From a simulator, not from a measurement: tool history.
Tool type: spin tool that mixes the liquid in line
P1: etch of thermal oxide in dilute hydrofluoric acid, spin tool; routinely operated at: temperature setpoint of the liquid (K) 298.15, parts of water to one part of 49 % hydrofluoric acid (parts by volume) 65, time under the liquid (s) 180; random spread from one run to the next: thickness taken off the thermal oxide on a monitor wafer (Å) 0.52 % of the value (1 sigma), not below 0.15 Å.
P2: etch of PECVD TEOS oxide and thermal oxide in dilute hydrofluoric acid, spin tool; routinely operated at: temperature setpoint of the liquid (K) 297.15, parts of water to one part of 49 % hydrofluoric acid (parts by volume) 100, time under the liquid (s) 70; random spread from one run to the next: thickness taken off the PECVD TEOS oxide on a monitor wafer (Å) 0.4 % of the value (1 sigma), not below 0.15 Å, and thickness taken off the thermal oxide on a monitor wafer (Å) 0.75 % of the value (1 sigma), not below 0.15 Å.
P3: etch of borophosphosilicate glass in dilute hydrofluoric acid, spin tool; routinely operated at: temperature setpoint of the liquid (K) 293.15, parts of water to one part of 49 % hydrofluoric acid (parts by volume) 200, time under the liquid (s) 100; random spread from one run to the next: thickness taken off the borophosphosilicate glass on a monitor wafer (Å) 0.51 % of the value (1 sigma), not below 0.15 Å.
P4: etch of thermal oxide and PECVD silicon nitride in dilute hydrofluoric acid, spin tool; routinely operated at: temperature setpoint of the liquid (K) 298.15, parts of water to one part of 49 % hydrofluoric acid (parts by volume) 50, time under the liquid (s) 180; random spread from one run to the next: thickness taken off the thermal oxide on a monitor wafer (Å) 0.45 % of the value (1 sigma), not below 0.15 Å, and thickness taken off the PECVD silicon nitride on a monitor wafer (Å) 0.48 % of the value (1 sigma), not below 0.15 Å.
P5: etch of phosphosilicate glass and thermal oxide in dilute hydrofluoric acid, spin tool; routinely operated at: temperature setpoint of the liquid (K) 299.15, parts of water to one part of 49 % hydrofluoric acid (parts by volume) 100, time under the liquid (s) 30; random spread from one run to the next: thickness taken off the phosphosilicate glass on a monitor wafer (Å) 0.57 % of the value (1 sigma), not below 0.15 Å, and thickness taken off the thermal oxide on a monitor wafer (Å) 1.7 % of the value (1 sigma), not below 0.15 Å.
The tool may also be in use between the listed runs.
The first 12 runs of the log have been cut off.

run   hour  process that ran  temperature setpoint of the liquid (K)  parts of water to one part of 49 % hydrofluoric acid (parts by volume)  time under the liquid (s)  thickness taken off the thermal oxide on a monitor wafer (Å)  thickness taken off the PECVD silicon nitride on a monitor wafer (Å)  thickness taken off the PECVD TEOS oxide on a monitor wafer (Å)  thickness taken off the borophosphosilicate glass on a monitor wafer (Å)  thickness taken off the phosphosilicate glass on a monitor wafer (Å)
 13   61.5                P1                                  298.15                                                                      65                         75                                                        58.577
 14   65.7                P5                                  299.15                                                                      55                         30                                                        30.799                                                                                                                                                                                                                                                                                 952.56
 15   71.8                P1                                  298.15                                                                      65                        350                                                       272.620
 16   76.9                P1                                  298.15                                                                      65                        180                                                       139.810
 17   83.2                P1                                  298.15                                                                      45                        180                                                       208.180
 18   86.6                P3                                  293.15                                                                     200                        100                                                                                                                                                                                                                                                                        123.380
 19   92.3                P1                                  298.15                                                                      65                        180                                                       140.660
 20   95.7                P1                                  298.15                                                                      65                        180                                                       140.460
 21   99.9                P1                                  298.15                                                                      65                        180                                                       139.860
 22  104.7                P5                                  299.15                                                                     100                         45                                                        23.980                                                                                                                                                                                                                                                                                 735.17
 23  110.9                P1                                  298.15                                                                     100                        180                                                        86.722
 24  116.1                P3                                  293.15                                                                     305                        100                                                                                                                                                                                                                                                                         72.293
 25  121.4                P2                                  297.15                                                                     155                         70                                                        17.776                                                                                                                                 45.893
 26  125.3                P1                                  298.15                                                                      65                        180                                                       140.220
 27  129.5                P1                                  298.15                                                                      65                        180                                                       140.760
 28  135.0                P5                                  304.15                                                                     100                         30                                                        19.637                                                                                                                                                                                                                                                                                 589.58
 29  140.9                P1                                  303.65                                                                      65                        180                                                       172.330
 30  145.8                P4                                  298.15                                                                      50                        180                                                       189.380                                                                67.204

The next listed run, before its measurement:
 31  150.6                P5                                  299.15                                                                     100                         30                                                             ?                                                                                                                                                                                                                                                                                      ?

thickness taken off the thermal oxide on a monitor wafer (Å): 15.787
thickness taken off the phosphosilicate glass on a monitor wafer (Å): 499.66

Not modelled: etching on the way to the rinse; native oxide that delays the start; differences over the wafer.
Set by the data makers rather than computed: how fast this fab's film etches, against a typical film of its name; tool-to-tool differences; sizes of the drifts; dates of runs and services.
